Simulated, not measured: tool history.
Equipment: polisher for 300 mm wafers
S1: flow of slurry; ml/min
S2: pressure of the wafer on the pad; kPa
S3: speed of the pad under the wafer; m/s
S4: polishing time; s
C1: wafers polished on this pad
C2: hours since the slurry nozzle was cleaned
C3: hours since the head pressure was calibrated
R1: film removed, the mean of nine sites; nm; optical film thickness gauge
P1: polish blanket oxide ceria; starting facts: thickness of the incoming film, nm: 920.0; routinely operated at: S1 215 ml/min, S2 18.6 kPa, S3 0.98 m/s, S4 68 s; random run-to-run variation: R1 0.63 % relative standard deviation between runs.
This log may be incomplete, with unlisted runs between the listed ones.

run,hour,S1,S2,S3,S4,C1,C2,C3,R1
1,7.0,215,18.6,0.98,68,592,51.6,151.7,269.21
2,12.9,215,18.6,0.98,68,625,57.5,157.6,269.44
3,18.8,215,18.6,0.98,68,657,63.4,163.5,270.37
4,24.8,215,18.6,1.34,40,690,69.4,169.5,214.67
5,30.7,215,18.6,0.98,68,722,75.3,175.4,269.04
6,37.8,215,11.7,0.98,68,761,82.4,182.5,168.71
7,46.8,215,18.6,0.98,38,811,91.4,191.5,150.43
8,54.6,215,18.6,1.28,100,853,99.2,199.3,519.03
9,63.1,215,18.6,1.52,68,900,107.7,207.8,420.07
10,71.0,215,18.6,0.98,68,943,115.6,215.7,268.24
# hour 73.5: head pressure recalibrated
11,78.2,215,28.3,0.98,68,983,122.8,4.8,407.77
12,83.9,215,18.6,0.60,68,1014,128.5,10.5,165.99
13,90.4,130,18.6,0.98,68,1050,135.0,17.0,247.21
14,98.4,330,18.6,0.98,68,1094,143.0,25.0,281.49
15,105.0,215,18.6,1.40,87,1130,149.6,31.6,487.60
16,111.2,215,18.6,0.98,100,1164,155.8,37.8,398.42
17,119.4,215,18.6,0.98,68,1209,164.0,46.0,269.55
18,127.0,215,18.6,0.98,68,1250,171.6,53.6,268.74
19,131.7,215,18.6,0.98,68,1276,176.3,58.3,263.20
20,136.1,215,18.6,0.98,68,1300,180.7,62.7,266.57
21,145.0,215,18.6,0.98,68,1349,189.6,71.6,257.99
22,151.4,215,18.6,0.98,68,1384,196.0,78.0,254.41
23,160.5,215,18.6,0.98,68,1434,205.1,87.1,258.20
# hour 167.3: head pressure recalibrated
24,168.7,215,18.6,0.98,68,1479,213.3,1.4,254.32
25,173.4,215,18.6,0.98,68,1505,218.0,6.1,255.95
26,181.8,215,18.6,0.98,68,1551,226.4,14.5,252.90
27,188.9,215,18.6,0.98,68,1590,233.5,21.6,252.91

The log shows P1 creeping away from where it was. Any of the 2 causes listed here, at the size stated for it, fits the log just as well as the others:
A: slurry flow missing at the pad, % = 31.3
B: removal rate lost through wear of the pad, % = 5.34
The gradual shift began around hour 127.0.
Ruled out, with reasons:
head's pressure below its setpoint, %: serviced at hour 167.3, after the change had begun; the process did not return to its earlier output

Which of the check runs below tells the causes apart, meaning the causes would give it clearly different results? Each run uses 5 wafers whose results are averaged, and each result is shown as a question mark.
check 1,196.0,215,14.5,0.98,43,,,,?
check 2,196.0,215,18.6,1.52,100,,,,?
check 3,196.0,145,18.6,0.98,68,,,,?
check 4,196.0,215,25.5,0.98,68,,,,?

What every check run would give for each of its results, assuming each possible cause in turn:
check,result,if A,if B
check 1,R1,125.34,125.35
check 2,R1,581.27,581.31
check 3,R1,234.75,240.45
check 4,R1,349.23,349.25
Separation of the two closest causes in each check, using whichever result separates them best: check 1 0.01 %; check 2 0.01 %; check 3 2.4 %; check 4 0.01 %
Only in check 3 would the causes give clearly different results; in the remaining checks their results would be nearly the same.

Check 3 was carried out, with these results: R1 240.37 nm. Which of the listed causes is responsible?

Of the candidate causes, it is B: removal rate lost through wear of the pad, %.
